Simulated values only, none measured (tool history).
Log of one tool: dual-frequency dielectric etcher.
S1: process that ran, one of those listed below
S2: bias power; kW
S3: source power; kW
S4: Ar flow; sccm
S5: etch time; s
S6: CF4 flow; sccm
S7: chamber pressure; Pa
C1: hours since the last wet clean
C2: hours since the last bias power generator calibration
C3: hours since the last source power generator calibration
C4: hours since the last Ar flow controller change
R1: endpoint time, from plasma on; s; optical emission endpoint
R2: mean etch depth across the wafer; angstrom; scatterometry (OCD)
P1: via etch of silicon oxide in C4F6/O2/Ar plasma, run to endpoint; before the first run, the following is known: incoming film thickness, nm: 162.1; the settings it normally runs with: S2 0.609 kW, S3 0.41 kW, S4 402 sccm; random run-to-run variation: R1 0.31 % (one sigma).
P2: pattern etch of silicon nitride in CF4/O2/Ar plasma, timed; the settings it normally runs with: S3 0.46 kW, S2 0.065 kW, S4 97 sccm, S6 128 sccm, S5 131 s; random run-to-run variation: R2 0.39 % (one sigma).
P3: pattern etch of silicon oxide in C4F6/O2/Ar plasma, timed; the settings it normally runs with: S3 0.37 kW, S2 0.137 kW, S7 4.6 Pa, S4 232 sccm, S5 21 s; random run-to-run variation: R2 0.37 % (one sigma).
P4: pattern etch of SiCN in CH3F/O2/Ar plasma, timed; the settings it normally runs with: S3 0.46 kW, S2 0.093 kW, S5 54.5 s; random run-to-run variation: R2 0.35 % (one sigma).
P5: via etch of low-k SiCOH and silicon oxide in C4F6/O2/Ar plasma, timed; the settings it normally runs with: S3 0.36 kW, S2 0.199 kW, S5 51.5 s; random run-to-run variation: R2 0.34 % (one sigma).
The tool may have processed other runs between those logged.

Run 1, day 0.342: S1 P1, S2 0.609 kW, S3 0.41 kW, S4 402 sccm; C1 256.1; C2 1484.3; C3 1547.1; C4 1174.4. Result: R1 34.78 s.
Run 2, day 0.512: S1 P1, S2 0.609 kW, S3 0.41 kW, S4 489 sccm; C1 260.2; C2 1488.4; C3 1551.2; C4 1178.5. Result: R1 35.928 s.
Run 3, day 0.9: S1 P5, S2 0.199 kW, S3 0.36 kW, S5 51.5 s; C1 269.5; C2 1497.7; C3 1560.5; C4 1187.8. Result: R2 1175.1 angstrom.
Run 4, day 1.108: S1 P5, S2 0.199 kW, S3 0.36 kW, S5 51.5 s; C1 274.5; C2 1502.7; C3 1565.5; C4 1192.8. Result: R2 1178.9 angstrom.
Run 5, day 1.292: S1 P4, S2 0.065 kW, S3 0.46 kW, S5 54.5 s; C1 278.9; C2 1507.1; C3 1569.9; C4 1197.2. Result: R2 209.89 angstrom.
Run 6, day 1.546: S1 P1, S2 0.609 kW, S3 0.53 kW, S4 402 sccm; C1 285; C2 1513.2; C3 1576; C4 1203.3. Result: R1 31.826 s.
Run 7, day 1.738: S1 P1, S2 0.609 kW, S3 0.41 kW, S4 402 sccm; C1 289.6; C2 1517.8; C3 1580.6; C4 1207.9. Result: R1 35.043 s.
Run 8, day 2.05: S1 P4, S2 0.093 kW, S3 0.46 kW, S5 37.5 s; C1 297.1; C2 1525.3; C3 1588.1; C4 1215.4. Result: R2 163.31 angstrom.
At day 2.3: bias power generator calibrated.
Run 9, day 2.346: S1 P2, S2 0.065 kW, S3 0.46 kW, S4 97 sccm, S5 131 s, S6 92 sccm; C1 304.2; C2 1.1; C3 1595.2; C4 1222.5. Result: R2 2446.3 angstrom.
Run 10, day 2.633: S1 P3, S2 0.106 kW, S3 0.37 kW, S4 232 sccm, S5 21 s, S7 4.6 Pa; C1 311.1; C2 8; C3 1602.1; C4 1229.4. Result: R2 561.34 angstrom.
Run 11, day 2.988: S1 P5, S2 0.199 kW, S3 0.36 kW, S5 33.5 s; C1 319.6; C2 16.5; C3 1610.6; C4 1237.9. Result: R2 767.85 angstrom.
Run 12, day 3.342: S1 P3, S2 0.137 kW, S3 0.51 kW, S4 232 sccm, S5 21 s, S7 4.6 Pa; C1 328.1; C2 25; C3 1619.1; C4 1246.4. Result: R2 685.92 angstrom.
Run 13, day 3.679: S1 P3, S2 0.137 kW, S3 0.37 kW, S4 232 sccm, S5 11.5 s, S7 4.6 Pa; C1 336.2; C2 33.1; C3 1627.2; C4 1254.5. Result: R2 331.01 angstrom.
Run 14, day 4.017: S1 P2, S2 0.065 kW, S3 0.29 kW, S4 97 sccm, S5 131 s, S6 128 sccm; C1 344.3; C2 41.2; C3 1635.3; C4 1262.6. Result: R2 1712.2 angstrom.
Run 15, day 4.312: S1 P3, S2 0.137 kW, S3 0.37 kW, S4 232 sccm, S5 21 s, S7 4.6 Pa; C1 351.4; C2 48.3; C3 1642.4; C4 1269.7. Result: R2 600.51 angstrom.
Run 16, day 4.6: S1 P2, S2 0.065 kW, S3 0.46 kW, S4 130 sccm, S5 131 s, S6 128 sccm; C1 358.3; C2 55.2; C3 1649.3; C4 1276.6. Result: R2 2461.1 angstrom.
Run 17, day 4.825: S1 P1, S2 0.609 kW, S3 0.41 kW, S4 247 sccm; C1 363.7; C2 60.6; C3 1654.7; C4 1282. Result: R1 33.231 s.
Run 18, day 5.021: S1 P1, S2 0.609 kW, S3 0.41 kW, S4 402 sccm; C1 368.4; C2 65.3; C3 1659.4; C4 1286.7. Result: R1 35.213 s.
Run 19, day 5.267: S1 P1, S2 0.363 kW, S3 0.41 kW, S4 402 sccm; C1 374.3; C2 71.2; C3 1665.3; C4 1292.6. Result: R1 42.235 s.
Run 20, day 5.479: S1 P1, S2 0.609 kW, S3 0.41 kW, S4 402 sccm; C1 379.4; C2 76.3; C3 1670.4; C4 1297.7. Result: R1 35.199 s.
Run 21, day 5.779: S1 P1, S2 0.833 kW, S3 0.51 kW, S4 402 sccm; C1 386.6; C2 83.5; C3 1677.6; C4 1304.9. Result: R1 28.647 s.
Run 22, day 6.104: S1 P2, S2 0.065 kW, S3 0.46 kW, S4 97 sccm, S5 131 s, S6 128 sccm; C1 394.4; C2 91.3; C3 1685.4; C4 1312.7. Result: R2 2549 angstrom.
Run 23, day 6.308: S1 P4, S2 0.093 kW, S3 0.46 kW, S5 54.5 s; C1 399.3; C2 96.2; C3 1690.3; C4 1317.6. Result: R2 237.77 angstrom.
Run 24, day 6.554: S1 P5, S2 0.199 kW, S3 0.48 kW, S5 51.5 s; C1 405.2; C2 102.1; C3 1696.2; C4 1323.5. Result: R2 1317.5 angstrom.
Run 25, day 6.733: S1 P3, S2 0.137 kW, S3 0.37 kW, S4 305 sccm, S5 21 s, S7 4.6 Pa; C1 409.5; C2 106.4; C3 1700.5; C4 1327.8. Result: R2 589.52 angstrom.
Run 26, day 6.95: S1 P5, S2 0.256 kW, S3 0.36 kW, S5 51.5 s; C1 414.7; C2 111.6; C3 1705.7; C4 1333. Result: R2 1270.1 angstrom.
Run 27, day 7.238: S1 P3, S2 0.137 kW, S3 0.37 kW, S4 232 sccm, S5 21 s, S7 5.53 Pa; C1 421.6; C2 118.5; C3 1712.6; C4 1339.9. Result: R2 594.56 angstrom.
Run 28, day 7.617: S1 P1, S2 0.609 kW, S3 0.41 kW, S4 402 sccm; C1 430.7; C2 127.6; C3 1721.7; C4 1349. Result: R1 34.995 s.
Run 29, day 7.862: S1 P4, S2 0.093 kW, S3 0.46 kW, S5 54.5 s; C1 436.6; C2 133.5; C3 1727.6; C4 1354.9. Result: R2 237.49 angstrom.
Run 30, day 8.062: S1 P4, S2 0.093 kW, S3 0.35 kW, S5 54.5 s; C1 441.4; C2 138.3; C3 1732.4; C4 1359.7. Result: R2 215.6 angstrom.
Run 31, day 8.3: S1 P2, S2 0.065 kW, S3 0.46 kW, S4 97 sccm, S5 72 s, S6 128 sccm; C1 447.1; C2 144; C3 1738.1; C4 1365.4. Result: R2 1397 angstrom.
Run 32, day 8.642: S1 P1, S2 0.609 kW, S3 0.28 kW, S4 402 sccm; C1 455.3; C2 152.2; C3 1746.3; C4 1373.6. Result: R1 40.072 s.
Run 33, day 8.879: S1 P2, S2 0.085 kW, S3 0.46 kW, S4 97 sccm, S5 131 s, S6 128 sccm; C1 461; C2 157.9; C3 1752; C4 1379.3. Result: R2 2837.4 angstrom.
Run 34, day 9.242: S1 P1, S2 0.767 kW, S3 0.41 kW, S4 402 sccm; C1 469.7; C2 166.6; C3 1760.7; C4 1388. Result: R1 31.974 s.
Run 35, day 9.425: S1 P1, S2 0.609 kW, S3 0.41 kW, S4 402 sccm; C1 474.1; C2 171; C3 1765.1; C4 1392.4. Result: R1 35.151 s.
Run 36, day 9.654: S1 P1, S2 0.609 kW, S3 0.41 kW, S4 402 sccm; C1 479.6; C2 176.5; C3 1770.6; C4 1397.9. Result: R1 35.078 s.
Run 37, day 10.029: S1 P1, S2 0.609 kW, S3 0.41 kW, S4 402 sccm; C1 488.6; C2 185.5; C3 1779.6; C4 1406.9. Result: R1 35.264 s.
Run 38, day 10.258: S1 P1, S2 0.609 kW, S3 0.41 kW, S4 402 sccm; C1 494.1; C2 191; C3 1785.1; C4 1412.4. Result: R1 35.458 s.
Run 39, day 10.567: S1 P1, S2 0.609 kW, S3 0.41 kW, S4 402 sccm; C1 501.5; C2 198.4; C3 1792.5; C4 1419.8. Result: R1 35.55 s.
At day 10.583: wet clean of the chamber.
Run 40, day 10.95: S1 P1, S2 0.609 kW, S3 0.41 kW, S4 402 sccm; C1 8.9; C2 207.6; C3 1801.7; C4 1429. Result: R1 35.696 s.
Run 41, day 11.329: S1 P1, S2 0.609 kW, S3 0.41 kW, S4 402 sccm; C1 18; C2 216.7; C3 1810.8; C4 1438.1. Result: R1 35.737 s.
Run 42, day 11.7: S1 P1, S2 0.609 kW, S3 0.41 kW, S4 402 sccm; C1 26.9; C2 225.6; C3 1819.7; C4 1447. Result: R1 35.729 s.
Run 43, day 11.917: S1 P1, S2 0.609 kW, S3 0.41 kW, S4 402 sccm; C1 32.1; C2 230.8; C3 1824.9; C4 1452.2. Result: R1 35.798 s.
Run 44, day 12.246: S1 P1, S2 0.609 kW, S3 0.41 kW, S4 402 sccm; C1 40; C2 238.7; C3 1832.8; C4 1460.1. Result: R1 35.731 s.

What P1 gives has crept off from where it sat before. The 2 causes that follow fit the log equally well, each at the size noted:
A: bias power that arrives under what is set, % = 4.75
B: source power that arrives under what is set, % = 4.96
At approximately day 9.425, the process output began to creep.
Other possible causes, and why each is ruled out:
chamber walls in a state that lowers the etch rate, %: was serviced at day 10.583, once the creep was under way, yet the earlier output never came back
Ar flow that arrives over what is set, %: at its largest 8, which would move R1 by +0.9 %, too little to match the creep or of the wrong sign

Which of the 4 check runs listed below, each an average over 2 wafers with its results shown as question marks, gives clearly different results under the different listed causes?
Run check 1, day 12.575: S1 P4, S2 0.077 kW, S3 0.46 kW, S5 54.5 s. Result: R2 ?.
Run check 2, day 12.575: S1 P5, S2 0.251 kW, S3 0.36 kW, S5 37 s. Result: R2 ?.
Run check 3, day 12.575: S1 P2, S2 0.065 kW, S3 0.33 kW, S4 97 sccm, S5 131 s, S6 128 sccm. Result: R2 ?.
Run check 4, day 12.575: S1 P3, S2 0.137 kW, S3 0.37 kW, S4 295 sccm, S5 21 s, S7 4.6 Pa. Result: R2 ?.

How each check would come out, cause by cause:
  check  result    if A    if B
check 1      R2  218.01   217.6
check 2      R2  900.45  897.84
check 3      R2  1873.5  1827.1
check 4      R2  579.21  575.93
Distance between the nearest two causes, measured in the result of the check that separates them most: check 1 0.19 %; check 2 0.29 %; check 3 2.51 %; check 4 0.57 %
Check 3 is the one run that separates the causes; every other check would come out nearly the same whichever cause is at work.

Here is what check 3 returned: R2 1826.6 angstrom. Which cause is it?

It is B: source power that arrives under what is set, %.

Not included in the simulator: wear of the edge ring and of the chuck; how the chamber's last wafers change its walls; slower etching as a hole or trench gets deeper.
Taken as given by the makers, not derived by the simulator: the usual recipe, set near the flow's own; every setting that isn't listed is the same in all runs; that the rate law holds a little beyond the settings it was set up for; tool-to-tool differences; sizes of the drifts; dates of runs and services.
